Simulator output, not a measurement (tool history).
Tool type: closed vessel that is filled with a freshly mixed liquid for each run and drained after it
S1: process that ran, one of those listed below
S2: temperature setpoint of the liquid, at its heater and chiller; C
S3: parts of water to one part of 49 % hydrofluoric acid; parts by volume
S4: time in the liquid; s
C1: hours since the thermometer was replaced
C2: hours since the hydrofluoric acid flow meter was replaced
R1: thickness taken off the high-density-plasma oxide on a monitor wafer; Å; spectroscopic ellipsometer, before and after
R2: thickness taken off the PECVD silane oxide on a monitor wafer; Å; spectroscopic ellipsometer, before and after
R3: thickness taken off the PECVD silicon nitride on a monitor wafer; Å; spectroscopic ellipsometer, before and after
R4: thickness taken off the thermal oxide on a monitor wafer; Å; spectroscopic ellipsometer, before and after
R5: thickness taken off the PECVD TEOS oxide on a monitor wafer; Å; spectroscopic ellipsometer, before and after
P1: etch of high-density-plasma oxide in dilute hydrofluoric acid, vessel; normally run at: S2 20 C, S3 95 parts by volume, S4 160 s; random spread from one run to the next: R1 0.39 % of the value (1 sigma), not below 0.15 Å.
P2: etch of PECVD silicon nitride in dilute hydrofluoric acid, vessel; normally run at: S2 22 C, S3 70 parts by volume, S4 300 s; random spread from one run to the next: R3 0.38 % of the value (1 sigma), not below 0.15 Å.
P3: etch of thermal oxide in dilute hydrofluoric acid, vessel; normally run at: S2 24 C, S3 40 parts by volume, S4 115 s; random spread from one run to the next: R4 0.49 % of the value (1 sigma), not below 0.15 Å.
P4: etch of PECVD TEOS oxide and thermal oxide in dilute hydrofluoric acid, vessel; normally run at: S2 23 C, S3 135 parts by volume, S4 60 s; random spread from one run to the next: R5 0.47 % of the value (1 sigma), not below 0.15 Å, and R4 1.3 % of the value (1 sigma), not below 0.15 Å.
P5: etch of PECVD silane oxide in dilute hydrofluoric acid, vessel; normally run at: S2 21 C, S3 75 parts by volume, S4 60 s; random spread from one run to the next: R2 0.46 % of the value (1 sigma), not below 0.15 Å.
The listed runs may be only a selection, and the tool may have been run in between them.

Run 1, day 0.429: S1 P1, S2 20 C, S3 95 parts by volume, S4 160 s; C1 393; C2 1039.6. Result: R1 75.926 Å.
Run 2, day 1.012: S1 P5, S2 21 C, S3 75 parts by volume, S4 60 s; C1 407; C2 1053.6. Result: R2 300.16 Å.
Run 3, day 1.521: S1 P1, S2 20 C, S3 95 parts by volume, S4 160 s; C1 419.2; C2 1065.8. Result: R1 74.811 Å.
Run 4, day 1.979: S1 P1, S2 28 C, S3 95 parts by volume, S4 160 s; C1 430.2; C2 1076.8. Result: R1 103.41 Å.
Run 5, day 2.279: S1 P2, S2 22 C, S3 70 parts by volume, S4 300 s; C1 437.4; C2 1084. Result: R3 146.48 Å.
Run 6, day 2.617: S1 P3, S2 24 C, S3 25 parts by volume, S4 115 s; C1 445.5; C2 1092.1. Result: R4 231.14 Å.
Run 7, day 3.121: S1 P2, S2 22 C, S3 70 parts by volume, S4 570 s; C1 457.6; C2 1104.2. Result: R3 278.19 Å.
Run 8, day 3.517: S1 P2, S2 29.5 C, S3 70 parts by volume, S4 300 s; C1 467.1; C2 1113.7. Result: R3 239.85 Å.
Run 9, day 3.821: S1 P5, S2 21 C, S3 75 parts by volume, S4 115 s; C1 474.4; C2 1121. Result: R2 579.42 Å.
Run 10, day 4.121: S1 P1, S2 20 C, S3 30 parts by volume, S4 50 s; C1 481.6; C2 1128.2. Result: R1 80.763 Å.
Run 11, day 4.7: S1 P1, S2 17 C, S3 95 parts by volume, S4 160 s; C1 495.5; C2 1142.1. Result: R1 66.552 Å.
Run 12, day 5.304: S1 P1, S2 20 C, S3 95 parts by volume, S4 60 s; C1 510; C2 1156.6. Result: R1 27.968 Å.
Run 13, day 5.779: S1 P4, S2 23 C, S3 135 parts by volume, S4 60 s; C1 521.4; C2 1168. Result: R4 18.347 Å, R5 68.638 Å.
Run 14, day 6.075: S1 P3, S2 24 C, S3 40 parts by volume, S4 115 s; C1 528.5; C2 1175.1. Result: R4 142.98 Å.
Run 15, day 6.596: S1 P3, S2 24 C, S3 40 parts by volume, S4 170 s; C1 541; C2 1187.6. Result: R4 209.53 Å.
Run 16, day 6.879: S1 P4, S2 19.5 C, S3 135 parts by volume, S4 60 s; C1 547.8; C2 1194.4. Result: R4 16.334 Å, R5 60.452 Å.
Run 17, day 7.396: S1 P1, S2 20 C, S3 95 parts by volume, S4 160 s; C1 560.2; C2 1206.8. Result: R1 75.781 Å.
Run 18, day 7.7: S1 P2, S2 22 C, S3 70 parts by volume, S4 300 s; C1 567.5; C2 1214.1. Result: R3 146.14 Å.
Run 19, day 8.017: S1 P5, S2 17 C, S3 75 parts by volume, S4 60 s; C1 575.1; C2 1221.7. Result: R2 256.15 Å.
Run 20, day 8.621: S1 P1, S2 20 C, S3 95 parts by volume, S4 270 s; C1 589.6; C2 1236.2. Result: R1 126.71 Å.
Run 21, day 9.192: S1 P4, S2 23 C, S3 135 parts by volume, S4 60 s; C1 603.3; C2 1249.9. Result: R4 18.108 Å, R5 69.199 Å.
Run 22, day 9.792: S1 P3, S2 29 C, S3 40 parts by volume, S4 115 s; C1 617.7; C2 1264.3. Result: R4 171.97 Å.
Run 23, day 10.35: S1 P1, S2 20 C, S3 40 parts by volume, S4 160 s; C1 631.1; C2 1277.7. Result: R1 191.43 Å.
Run 24, day 10.771: S1 P4, S2 23 C, S3 50 parts by volume, S4 60 s; C1 641.2; C2 1287.8. Result: R4 56.2 Å, R5 207.68 Å.
Run 25, day 11.129: S1 P1, S2 20 C, S3 95 parts by volume, S4 160 s; C1 649.8; C2 1296.4. Result: R1 75.581 Å.
Run 26, day 11.596: S1 P1, S2 20 C, S3 160 parts by volume, S4 160 s; C1 661; C2 1307.6. Result: R1 41.844 Å.
Run 27, day 12.204: S1 P1, S2 20 C, S3 95 parts by volume, S4 160 s; C1 675.6; C2 1322.2. Result: R1 75.176 Å.
Run 28, day 12.583: S1 P1, S2 20 C, S3 95 parts by volume, S4 160 s; C1 684.7; C2 1331.3. Result: R1 75.113 Å.
Run 29, day 13.058: S1 P2, S2 22 C, S3 30 parts by volume, S4 300 s; C1 696.1; C2 1342.7. Result: R3 332.98 Å.
Run 30, day 13.646: S1 P4, S2 23 C, S3 135 parts by volume, S4 30 s; C1 710.2; C2 1356.8. Result: R4 8.9486 Å, R5 34.945 Å.
Run 31, day 14.042: S1 P5, S2 21 C, S3 140 parts by volume, S4 60 s; C1 719.7; C2 1366.3. Result: R2 150.01 Å.
Run 32, day 14.533: S1 P3, S2 24 C, S3 40 parts by volume, S4 115 s; C1 731.5; C2 1378.1. Result: R4 140.6 Å.
Run 33, day 15.183: S1 P1, S2 20 C, S3 95 parts by volume, S4 160 s; C1 747.1; C2 1393.7. Result: R1 74.878 Å.
Run 34, day 15.508: S1 P1, S2 20 C, S3 95 parts by volume, S4 160 s; C1 754.9; C2 1401.5. Result: R1 73.237 Å.
Run 35, day 16.029: S1 P1, S2 20 C, S3 95 parts by volume, S4 160 s; C1 767.4; C2 1414. Result: R1 71.187 Å.
Run 36, day 16.475: S1 P1, S2 20 C, S3 95 parts by volume, S4 160 s; C1 778.1; C2 1424.7. Result: R1 70.52 Å.
Run 37, day 16.908: S1 P1, S2 20 C, S3 95 parts by volume, S4 160 s; C1 788.5; C2 1435.1. Result: R1 69.786 Å.
Run 38, day 17.446: S1 P1, S2 20 C, S3 95 parts by volume, S4 160 s; C1 801.4; C2 1448. Result: R1 69.538 Å.
Run 39, day 17.929: S1 P1, S2 20 C, S3 95 parts by volume, S4 160 s; C1 813; C2 1459.6. Result: R1 68.923 Å.
Run 40, day 18.442: S1 P1, S2 20 C, S3 95 parts by volume, S4 160 s; C1 825.3; C2 1471.9. Result: R1 69.629 Å.
Run 41, day 19.067: S1 P1, S2 20 C, S3 95 parts by volume, S4 160 s; C1 840.3; C2 1486.9. Result: R1 69.226 Å.

P1 has crept away from where it was. The log is fitted equally well by each of these 2 causes, at the sizes shown:
A: hydrofluoric acid flow below the setpoint (%) = 7.63
B: liquid colder than its thermometer reads (K) = 2.12
The drift started at roughly day 15.183.

4 check runs are offered, one wafer each, their results left as question marks. Which one tells the causes apart?
Run check 1, day 19.692: S1 P4, S2 23 C, S3 135 parts by volume, S4 60 s. Result: R4 ?, R5 ?.
Run check 2, day 19.692: S1 P2, S2 22 C, S3 70 parts by volume, S4 300 s. Result: R3 ?.
Run check 3, day 19.692: S1 P3, S2 24 C, S3 40 parts by volume, S4 115 s. Result: R4 ?.
Run check 4, day 19.692: S1 P5, S2 21 C, S3 75 parts by volume, S4 60 s. Result: R2 ?.

Predicted outcomes, by check and by cause:
  check  result    if A    if B
check 1      R4  17.087  17.231
check 1      R5  63.385  63.919
check 2      R3  135.42  126.61
check 3      R4  130.51  129.86
check 4      R2   277.8   277.3
Separation of the two closest causes in each check, using whichever result separates them best: check 1 0.84 %; check 2 6.73 %; check 3 0.5 %; check 4 0.18 %
Check 2 tells the causes apart: in the others they would give nearly the same result.

Check 2 was then run and gave: R3 126.43 Å. Which cause is it?

The cause is B: liquid colder than its thermometer reads (K).

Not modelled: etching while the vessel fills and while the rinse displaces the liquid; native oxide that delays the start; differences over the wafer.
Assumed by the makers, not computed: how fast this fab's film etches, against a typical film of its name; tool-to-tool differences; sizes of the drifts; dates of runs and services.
